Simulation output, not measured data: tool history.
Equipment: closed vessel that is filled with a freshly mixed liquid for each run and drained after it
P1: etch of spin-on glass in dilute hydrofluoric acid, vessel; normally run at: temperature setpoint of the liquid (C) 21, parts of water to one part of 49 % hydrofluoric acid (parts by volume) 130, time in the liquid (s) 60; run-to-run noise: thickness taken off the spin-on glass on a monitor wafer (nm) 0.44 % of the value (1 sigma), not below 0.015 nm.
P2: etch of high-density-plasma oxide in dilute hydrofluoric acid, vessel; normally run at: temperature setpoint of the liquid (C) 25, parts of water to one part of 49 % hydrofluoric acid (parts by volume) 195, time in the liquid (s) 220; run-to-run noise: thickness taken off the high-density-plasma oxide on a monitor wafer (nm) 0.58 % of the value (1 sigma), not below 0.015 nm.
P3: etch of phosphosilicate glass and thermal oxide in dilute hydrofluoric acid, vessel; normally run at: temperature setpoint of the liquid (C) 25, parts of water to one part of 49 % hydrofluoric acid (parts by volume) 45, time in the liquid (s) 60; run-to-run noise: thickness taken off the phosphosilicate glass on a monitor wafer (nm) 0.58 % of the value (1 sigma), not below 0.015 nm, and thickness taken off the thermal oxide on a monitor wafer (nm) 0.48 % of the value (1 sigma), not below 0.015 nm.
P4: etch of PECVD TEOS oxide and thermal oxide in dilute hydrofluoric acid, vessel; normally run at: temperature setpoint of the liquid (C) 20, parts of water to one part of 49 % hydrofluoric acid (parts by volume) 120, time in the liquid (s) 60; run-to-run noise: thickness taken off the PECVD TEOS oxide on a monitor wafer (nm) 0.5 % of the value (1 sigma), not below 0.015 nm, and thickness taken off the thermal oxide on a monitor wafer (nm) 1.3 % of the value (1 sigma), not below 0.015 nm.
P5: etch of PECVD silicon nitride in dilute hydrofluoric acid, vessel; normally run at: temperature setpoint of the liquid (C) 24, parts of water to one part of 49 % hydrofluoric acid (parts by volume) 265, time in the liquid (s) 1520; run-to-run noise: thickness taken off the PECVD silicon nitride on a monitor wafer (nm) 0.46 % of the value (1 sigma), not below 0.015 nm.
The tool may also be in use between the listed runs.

run,hour,process that ran,temperature setpoint of the liquid (C),parts of water to one part of 49 % hydrofluoric acid (parts by volume),time in the liquid (s),hours since the thermometer was replaced,hours since the hydrofluoric acid flow meter was replaced,thickness taken off the spin-on glass on a monitor wafer (nm),thickness taken off the PECVD TEOS oxide on a monitor wafer (nm),thickness taken off the thermal oxide on a monitor wafer (nm),thickness taken off the phosphosilicate glass on a monitor wafer (nm),thickness taken off the high-density-plasma oxide on a monitor wafer (nm),thickness taken off the PECVD silicon nitride on a monitor wafer (nm)
1,4.2,P1,21,130,60,336.4,313.3,22.004,,,,,
2,9.6,P1,21,210,60,341.8,318.7,12.448,,,,,
3,13.9,P1,21,130,60,346.1,323,21.898,,,,,
4,18.7,P4,20,120,30,350.9,327.8,,4.1812,0.97073,,,
5,21.5,P4,20,120,60,353.7,330.6,,8.3172,1.9701,,,
6,25,P4,17,120,60,357.2,334.1,,7.4281,1.758,,,
7,27.9,P3,21,45,60,360.1,337,,,6.0178,252.71,,
8,30.6,P1,21,30,60,362.8,339.7,107.66,,,,,
9,35.4,P2,20,195,220,367.6,344.5,,,,,6.667,
10,39.7,P1,21,130,60,371.9,348.8,21.798,,,,,
11,44.9,P5,31.5,265,1520,377.1,354,,,,,,35.299
12,49.8,P2,25,195,220,382,358.9,,,,,8.1149,
13,52.6,P5,24,265,1520,384.8,361.7,,,,,,22.449
14,57.2,P1,27,130,60,389.4,366.3,27.581,,,,,
15,62.4,P1,17,130,60,394.6,371.5,18.579,,,,,
16,65.3,P1,26,130,85,397.5,374.4,37.583,,,,,
17,67.7,P3,25,20,60,399.9,376.8,,,16.349,696.5,,
18,72.1,P1,21,130,60,404.3,381.2,21.987,,,,,
19,76.9,P1,21,130,90,409.1,386,32.561,,,,,
20,79.9,P2,25,45,220,412.1,389,,,,,41.854,
21,82.8,P4,20,120,60,415,391.9,,8.3472,2.0088,,,
22,86.3,P1,21,130,60,418.5,395.4,21.97,,,,,
23,90.5,P2,25,195,220,422.7,399.6,,,,,8.0974,
24,93,P4,20,195,60,425.2,402.1,,4.7651,1.1468,,,
25,98.1,P5,24,110,1520,430.3,407.2,,,,,,53.815
26,102.5,P3,25,45,90,434.7,411.6,,,10.575,448.22,,
27,106.6,P2,25,195,320,438.8,415.7,,,,,11.878,
28,109.2,P1,21,130,30,441.4,418.3,10.974,,,,,
29,113.4,P1,21,130,60,445.6,422.5,21.788,,,,,
30,117.9,P3,25,45,60,450.1,427,,,6.9682,300.49,,
31,123.4,P5,24,265,285,455.6,432.5,,,,,,4.1746
32,125.9,P1,21,130,60,458.1,435,21.843,,,,,
33,129.9,P1,21,130,60,462.1,439,21.383,,,,,
34,132.9,P1,21,130,60,465.1,442,20.972,,,,,
35,138.5,P1,21,130,60,470.7,447.6,20.584,,,,,
36,143.6,P1,21,130,60,475.8,452.7,20.321,,,,,
37,147.3,P1,21,130,60,479.5,456.4,20.258,,,,,
38,151.9,P1,21,130,60,484.1,461,20.112,,,,,
39,156.9,P1,21,130,60,489.1,466,20.067,,,,,
40,161.1,P1,21,130,60,493.3,470.2,20.048,,,,,
41,164.3,P1,21,130,60,496.5,473.4,20.086,,,,,
42,167.3,P1,21,130,60,499.5,476.4,20.03,,,,,

P1 no longer gives what it gave before; its output has crept away from where it was. The following 2 causes, each at its listed size, fit the log equally well:
A: liquid colder than its thermometer reads (K) = 2.24
B: hydrofluoric acid flow below the setpoint (%) = 7.58
The gradual shift began around hour 125.9.

Consider the 4 single-wafer check runs listed below, results given as question marks: which one distinguishes between the causes by giving clearly different results for each?
check 1,170.3,P5,24,265,1520,,,,,,,,?
check 2,170.3,P2,25,195,220,,,,,,,?,
check 3,170.3,P4,20,120,60,,,,?,?,,,
check 4,170.3,P3,25,45,60,,,,,?,?,,

Predicted outcomes, by check and by cause:
check,result,if A,if B
check 1,thickness taken off the PECVD silicon nitride on a monitor wafer (nm),19.599,20.848
check 2,thickness taken off the high-density-plasma oxide on a monitor wafer (nm),7.4315,7.3343
check 3,thickness taken off the PECVD TEOS oxide on a monitor wafer (nm),7.6395,7.6577
check 3,thickness taken off the thermal oxide on a monitor wafer (nm),1.8378,1.8421
check 4,thickness taken off the thermal oxide on a monitor wafer (nm),6.4038,6.4604
check 4,thickness taken off the phosphosilicate glass on a monitor wafer (nm),271.94,274.34
Minimum pairwise separation of causes per check, each pair taken at its best-separating result: check 1 6.18 %; check 2 1.32 %; check 3 0.24 %; check 4 0.88 %
Only check 1 tells the causes apart: in the others they would give nearly the same result.

Check 1 was then run and gave: thickness taken off the PECVD silicon nitride on a monitor wafer (nm) 19.654. Which cause is it?

Of the candidate causes, it is A: liquid colder than its thermometer reads (K).
